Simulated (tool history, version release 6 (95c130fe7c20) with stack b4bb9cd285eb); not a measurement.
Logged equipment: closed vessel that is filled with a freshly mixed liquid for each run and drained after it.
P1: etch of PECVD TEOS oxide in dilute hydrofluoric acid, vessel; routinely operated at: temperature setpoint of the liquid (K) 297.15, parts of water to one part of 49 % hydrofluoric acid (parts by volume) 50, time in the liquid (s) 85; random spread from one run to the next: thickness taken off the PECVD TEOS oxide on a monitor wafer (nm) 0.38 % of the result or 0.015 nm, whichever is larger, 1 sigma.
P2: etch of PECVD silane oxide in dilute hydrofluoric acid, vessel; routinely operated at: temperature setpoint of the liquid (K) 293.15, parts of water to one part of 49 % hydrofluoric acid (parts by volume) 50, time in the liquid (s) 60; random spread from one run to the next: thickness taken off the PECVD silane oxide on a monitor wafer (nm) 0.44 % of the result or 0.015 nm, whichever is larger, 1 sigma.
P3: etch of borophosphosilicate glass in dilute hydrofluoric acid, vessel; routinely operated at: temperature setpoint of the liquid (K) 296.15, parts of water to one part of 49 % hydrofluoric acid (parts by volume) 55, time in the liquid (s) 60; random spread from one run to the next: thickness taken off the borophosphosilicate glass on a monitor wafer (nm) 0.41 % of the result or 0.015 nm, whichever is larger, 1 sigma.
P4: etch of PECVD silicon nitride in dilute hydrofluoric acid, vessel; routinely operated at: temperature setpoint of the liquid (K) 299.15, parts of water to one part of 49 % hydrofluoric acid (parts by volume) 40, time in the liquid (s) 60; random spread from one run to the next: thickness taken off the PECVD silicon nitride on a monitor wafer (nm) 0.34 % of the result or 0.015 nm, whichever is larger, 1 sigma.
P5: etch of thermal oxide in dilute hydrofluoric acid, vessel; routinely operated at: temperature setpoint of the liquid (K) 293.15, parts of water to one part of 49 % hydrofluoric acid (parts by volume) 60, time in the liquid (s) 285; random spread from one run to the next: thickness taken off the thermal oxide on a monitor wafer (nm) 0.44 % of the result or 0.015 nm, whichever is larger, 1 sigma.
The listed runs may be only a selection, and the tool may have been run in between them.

run	hour	process that ran	temperature setpoint of the liquid (K)	parts of water to one part of 49 % hydrofluoric acid (parts by volume)	time in the liquid (s)	hours since the thermometer was replaced	hours since the hydrofluoric acid flow meter was replaced	thickness taken off the PECVD TEOS oxide on a monitor wafer (nm)	thickness taken off the thermal oxide on a monitor wafer (nm)	thickness taken off the PECVD silane oxide on a monitor wafer (nm)	thickness taken off the PECVD silicon nitride on a monitor wafer (nm)	thickness taken off the borophosphosilicate glass on a monitor wafer (nm)
1	3.4	P1	297.15	50	85	1503.6	455.4	28.461				
2	7.7	P5	293.15	60	285	1507.9	459.7		20.462			
3	11.9	P2	293.15	50	60	1512.1	463.9			27.916		
4	16.6	P2	293.15	50	60	1516.8	468.6			27.693		
5	20.5	P4	306.15	40	60	1520.7	472.5				14.963	
6	23.4	P1	297.15	50	30	1523.6	475.4	10.002				
# hour 26: hydrofluoric acid flow meter replaced
7	28.9	P2	293.15	20	60	1529.1	2.9			72.467		
8	33	P1	297.15	50	85	1533.2	7	28.403				
9	37	P3	296.15	55	60	1537.2	11					81.892
10	40.4	P1	297.15	90	85	1540.6	14.4	15.021				
11	42.8	P5	293.15	100	285	1543	16.8		11.643			
12	46.6	P1	297.15	20	85	1546.8	20.6	73.985				
13	49.9	P4	299.15	40	60	1550.1	23.9				9.4587	
14	54.7	P1	293.15	50	85	1554.9	28.7	23.944				
15	60.2	P1	297.15	50	85	1560.4	34.2	28.456				
16	63.9	P1	297.15	50	85	1564.1	37.9	28.234				
17	66.9	P3	292.15	55	60	1567.1	40.9					69.028
18	71.4	P5	299.15	60	285	1571.6	45.4		26.418			
19	76.4	P1	297.15	50	85	1576.6	50.4	28.392				
20	79	P1	297.15	50	125	1579.2	53	41.749				
21	84	P4	299.15	40	105	1584.2	58				16.603	
22	87.4	P5	293.15	60	485	1587.6	61.4		34.956			
23	90.6	P1	297.15	50	85	1590.8	64.6	28.229				
24	95.8	P5	293.15	60	285	1596	69.8		20.497			
25	100.2	P1	304.65	50	85	1600.4	74.2	38.116				
26	102.8	P4	299.15	25	60	1603	76.8				14.947	
27	107.2	P3	296.15	55	30	1607.4	81.2					40.848

Run 28, settings as shown, results not yet in. Your forecast:
28	111.2	P2	298.65	50	60	1611.4	85.2			?		

Run 28 produced thickness taken off the PECVD silane oxide on a monitor wafer (nm) 34.803.

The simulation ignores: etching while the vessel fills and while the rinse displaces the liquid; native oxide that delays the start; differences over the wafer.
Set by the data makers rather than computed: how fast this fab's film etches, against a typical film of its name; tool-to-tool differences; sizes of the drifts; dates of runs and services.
